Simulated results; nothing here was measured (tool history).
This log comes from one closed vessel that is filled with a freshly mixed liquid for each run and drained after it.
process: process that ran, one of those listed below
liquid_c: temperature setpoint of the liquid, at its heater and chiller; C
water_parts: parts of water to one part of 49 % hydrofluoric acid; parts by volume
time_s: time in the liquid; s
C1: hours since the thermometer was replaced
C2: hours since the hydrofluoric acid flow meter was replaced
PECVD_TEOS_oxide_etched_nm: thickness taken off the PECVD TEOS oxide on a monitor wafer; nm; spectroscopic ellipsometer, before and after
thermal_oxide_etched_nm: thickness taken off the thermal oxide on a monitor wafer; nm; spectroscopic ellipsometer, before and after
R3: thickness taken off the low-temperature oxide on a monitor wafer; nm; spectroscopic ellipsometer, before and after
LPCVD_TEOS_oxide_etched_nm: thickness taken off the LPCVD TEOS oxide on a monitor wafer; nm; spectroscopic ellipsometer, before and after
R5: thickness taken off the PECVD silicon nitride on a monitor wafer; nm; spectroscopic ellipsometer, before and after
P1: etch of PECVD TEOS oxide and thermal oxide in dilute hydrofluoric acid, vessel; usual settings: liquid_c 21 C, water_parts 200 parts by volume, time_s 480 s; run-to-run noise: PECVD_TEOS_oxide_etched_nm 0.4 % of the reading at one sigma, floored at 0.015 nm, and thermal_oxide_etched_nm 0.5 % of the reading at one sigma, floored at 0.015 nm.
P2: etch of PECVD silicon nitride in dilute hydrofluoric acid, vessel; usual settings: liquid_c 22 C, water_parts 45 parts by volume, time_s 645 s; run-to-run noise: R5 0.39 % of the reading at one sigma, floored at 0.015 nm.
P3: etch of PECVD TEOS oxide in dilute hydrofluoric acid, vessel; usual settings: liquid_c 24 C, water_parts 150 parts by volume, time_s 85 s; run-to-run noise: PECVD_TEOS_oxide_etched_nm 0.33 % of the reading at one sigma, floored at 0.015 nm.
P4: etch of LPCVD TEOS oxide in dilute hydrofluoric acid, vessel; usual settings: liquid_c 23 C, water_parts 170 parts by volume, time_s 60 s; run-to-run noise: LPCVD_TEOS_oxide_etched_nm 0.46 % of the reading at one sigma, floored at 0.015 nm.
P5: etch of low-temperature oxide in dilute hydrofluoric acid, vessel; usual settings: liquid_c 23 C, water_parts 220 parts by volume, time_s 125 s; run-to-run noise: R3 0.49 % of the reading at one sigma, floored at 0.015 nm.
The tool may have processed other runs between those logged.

run 1 day=0.425 | process=P1 liquid_c=21 water_parts=200 time_s=480 | C1=1854.2 C2=392 | PECVD_TEOS_oxide_etched_nm=39.431 thermal_oxide_etched_nm=9.9333
run 2 day=0.671 | process=P5 liquid_c=23 water_parts=220 time_s=125 | C1=1860.1 C2=397.9 | R3=13.356
run 3 day=1.004 | process=P4 liquid_c=23 water_parts=170 time_s=60 | C1=1868.1 C2=405.9 | LPCVD_TEOS_oxide_etched_nm=17.462
run 4 day=1.3 | process=P1 liquid_c=21 water_parts=200 time_s=480 | C1=1875.2 C2=413 | PECVD_TEOS_oxide_etched_nm=39.274 thermal_oxide_etched_nm=9.765
run 5 day=1.55 | process=P1 liquid_c=21 water_parts=200 time_s=105 | C1=1881.2 C2=419 | PECVD_TEOS_oxide_etched_nm=8.6363 thermal_oxide_etched_nm=2.1723
run 6 day=1.992 | process=P1 liquid_c=21 water_parts=325 time_s=480 | C1=1891.8 C2=429.6 | PECVD_TEOS_oxide_etched_nm=21.518 thermal_oxide_etched_nm=5.4259
run 7 day=2.475 | process=P4 liquid_c=31.5 water_parts=170 time_s=60 | C1=1903.4 C2=441.2 | LPCVD_TEOS_oxide_etched_nm=23.797
run 8 day=2.921 | process=P5 liquid_c=23 water_parts=220 time_s=205 | C1=1914.1 C2=451.9 | R3=22.019
run 9 day=3.158 | process=P4 liquid_c=23 water_parts=35 time_s=60 | C1=1919.8 C2=457.6 | LPCVD_TEOS_oxide_etched_nm=99.953
run 10 day=3.608 | process=P3 liquid_c=24 water_parts=150 time_s=170 | C1=1930.6 C2=468.4 | PECVD_TEOS_oxide_etched_nm=19.863
run 11 day=3.925 | process=P5 liquid_c=23 water_parts=220 time_s=125 | C1=1938.2 C2=476 | R3=13.365
run 12 day=4.367 | process=P1 liquid_c=24.5 water_parts=200 time_s=480 | C1=1948.8 C2=486.6 | PECVD_TEOS_oxide_etched_nm=44.425 thermal_oxide_etched_nm=11.285
run 13 day=4.696 | process=P4 liquid_c=23 water_parts=170 time_s=60 | C1=1956.7 C2=494.5 | LPCVD_TEOS_oxide_etched_nm=17.545
run 14 day=5.121 | process=P1 liquid_c=21 water_parts=90 time_s=160 | C1=1966.9 C2=504.7 | PECVD_TEOS_oxide_etched_nm=32.827 thermal_oxide_etched_nm=8.2292
run 15 day=5.55 | process=P5 liquid_c=29.5 water_parts=220 time_s=125 | C1=1977.2 C2=515 | R3=16.814
run 16 day=6.033 | process=P1 liquid_c=21 water_parts=125 time_s=480 | C1=1988.8 C2=526.6 | PECVD_TEOS_oxide_etched_nm=68.019 thermal_oxide_etched_nm=17.177
run 17 day=6.275 | process=P3 liquid_c=24 water_parts=85 time_s=85 | C1=1994.6 C2=532.4 | PECVD_TEOS_oxide_etched_nm=18.826
run 18 day=6.775 | process=P1 liquid_c=21 water_parts=200 time_s=480 | C1=2006.6 C2=544.4 | PECVD_TEOS_oxide_etched_nm=39.469 thermal_oxide_etched_nm=9.9754
run 19 day=7.175 | process=P3 liquid_c=24 water_parts=150 time_s=85 | C1=2016.2 C2=554 | PECVD_TEOS_oxide_etched_nm=9.9216
run 20 day=7.504 | process=P1 liquid_c=21 water_parts=200 time_s=480 | C1=2024.1 C2=561.9 | PECVD_TEOS_oxide_etched_nm=39.285 thermal_oxide_etched_nm=9.8962
run 21 day=7.854 | process=P2 liquid_c=22 water_parts=45 time_s=1085 | C1=2032.5 C2=570.3 | R5=89.144
-- day=7.871 thermometer replaced
run 22 day=8.088 | process=P2 liquid_c=22 water_parts=45 time_s=645 | C1=5.3 C2=575.9 | R5=52.751
run 23 day=8.412 | process=P5 liquid_c=23 water_parts=70 time_s=125 | C1=13.1 C2=583.7 | R3=49.911
run 24 day=8.804 | process=P1 liquid_c=21 water_parts=200 time_s=480 | C1=22.5 C2=593.1 | PECVD_TEOS_oxide_etched_nm=39.398 thermal_oxide_etched_nm=9.8927
run 25 day=9.029 | process=P1 liquid_c=21 water_parts=200 time_s=740 | C1=27.9 C2=598.5 | PECVD_TEOS_oxide_etched_nm=60.985 thermal_oxide_etched_nm=15.322
run 26 day=9.396 | process=P2 liquid_c=29 water_parts=45 time_s=645 | C1=36.7 C2=607.3 | R5=84.649
run 27 day=9.858 | process=P4 liquid_c=23 water_parts=170 time_s=30 | C1=47.8 C2=618.4 | LPCVD_TEOS_oxide_etched_nm=8.7919
run 28 day=10.196 | process=P3 liquid_c=31.5 water_parts=150 time_s=85 | C1=55.9 C2=626.5 | PECVD_TEOS_oxide_etched_nm=13.132
run 29 day=10.508 | process=P1 liquid_c=17 water_parts=200 time_s=480 | C1=63.4 C2=634 | PECVD_TEOS_oxide_etched_nm=33.646 thermal_oxide_etched_nm=8.5518
run 30 day=10.821 | process=P2 liquid_c=22 water_parts=20 time_s=645 | C1=70.9 C2=641.5 | R5=115.47
run 31 day=11.258 | process=P1 liquid_c=21 water_parts=200 time_s=480 | C1=81.4 C2=652 | PECVD_TEOS_oxide_etched_nm=39.409 thermal_oxide_etched_nm=9.8968
run 32 day=11.708 | process=P1 liquid_c=21 water_parts=200 time_s=480 | C1=92.2 C2=662.8 | PECVD_TEOS_oxide_etched_nm=40.868 thermal_oxide_etched_nm=10.34
run 33 day=12.05 | process=P1 liquid_c=21 water_parts=200 time_s=480 | C1=100.4 C2=671 | PECVD_TEOS_oxide_etched_nm=42.141 thermal_oxide_etched_nm=10.499
run 34 day=12.404 | process=P1 liquid_c=21 water_parts=200 time_s=480 | C1=108.9 C2=679.5 | PECVD_TEOS_oxide_etched_nm=42.162 thermal_oxide_etched_nm=10.749
run 35 day=12.817 | process=P1 liquid_c=21 water_parts=200 time_s=480 | C1=118.8 C2=689.4 | PECVD_TEOS_oxide_etched_nm=42.281 thermal_oxide_etched_nm=10.708
run 36 day=13.279 | process=P1 liquid_c=21 water_parts=200 time_s=480 | C1=129.9 C2=700.5 | PECVD_TEOS_oxide_etched_nm=42.996 thermal_oxide_etched_nm=10.795
run 37 day=13.558 | process=P1 liquid_c=21 water_parts=200 time_s=480 | C1=136.6 C2=707.2 | PECVD_TEOS_oxide_etched_nm=43.194 thermal_oxide_etched_nm=10.793
run 38 day=13.862 | process=P1 liquid_c=21 water_parts=200 time_s=480 | C1=143.9 C2=714.5 | PECVD_TEOS_oxide_etched_nm=42.948 thermal_oxide_etched_nm=10.833
run 39 day=14.158 | process=P1 liquid_c=21 water_parts=200 time_s=480 | C1=151 C2=721.6 | PECVD_TEOS_oxide_etched_nm=43.095 thermal_oxide_etched_nm=10.883

What P1 gives has crept away from where it was. These 2 causes fit the log equally well, each at the size given:
A: liquid hotter than its thermometer reads (K) = 2.43
B: hydrofluoric acid flow above the setpoint (%) = 7.96
At approximately day 11.258, the process output began to creep.

Listed below are the offered check runs, one wafer per run, with question marks in place of results. For which of them would the causes give clearly different outcomes?
run check 1 day=14.454 | process=P5 liquid_c=29.5 water_parts=140 time_s=125 | R3=?
run check 2 day=14.454 | process=P4 liquid_c=28.5 water_parts=170 time_s=30 | LPCVD_TEOS_oxide_etched_nm=?
run check 3 day=14.454 | process=P2 liquid_c=25.5 water_parts=45 time_s=645 | R5=?
run check 4 day=14.454 | process=P3 liquid_c=30 water_parts=150 time_s=85 | PECVD_TEOS_oxide_etched_nm=?

What each check would give under each cause:
check=check_1 result=R3 if_A=31.888 if_B=31.978
check=check_2 result=LPCVD_TEOS_oxide_etched_nm if_A=11.654 if_B=11.723
check=check_3 result=R5 if_A=78.964 if_B=72.453
check=check_4 result=PECVD_TEOS_oxide_etched_nm if_A=13.496 if_B=13.563
Separation of the two closest causes in each check, using whichever result separates them best: check 1 0.28 %; check 2 0.59 %; check 3 8.61 %; check 4 0.49 %
Of the check runs offered, only check 3 discriminates between the causes; the rest would read about the same regardless of which cause applies.

Check 3 was then run and gave: R5 78.799 nm. Which cause is it?

The correct cause is A, namely: liquid hotter than its thermometer reads (K).

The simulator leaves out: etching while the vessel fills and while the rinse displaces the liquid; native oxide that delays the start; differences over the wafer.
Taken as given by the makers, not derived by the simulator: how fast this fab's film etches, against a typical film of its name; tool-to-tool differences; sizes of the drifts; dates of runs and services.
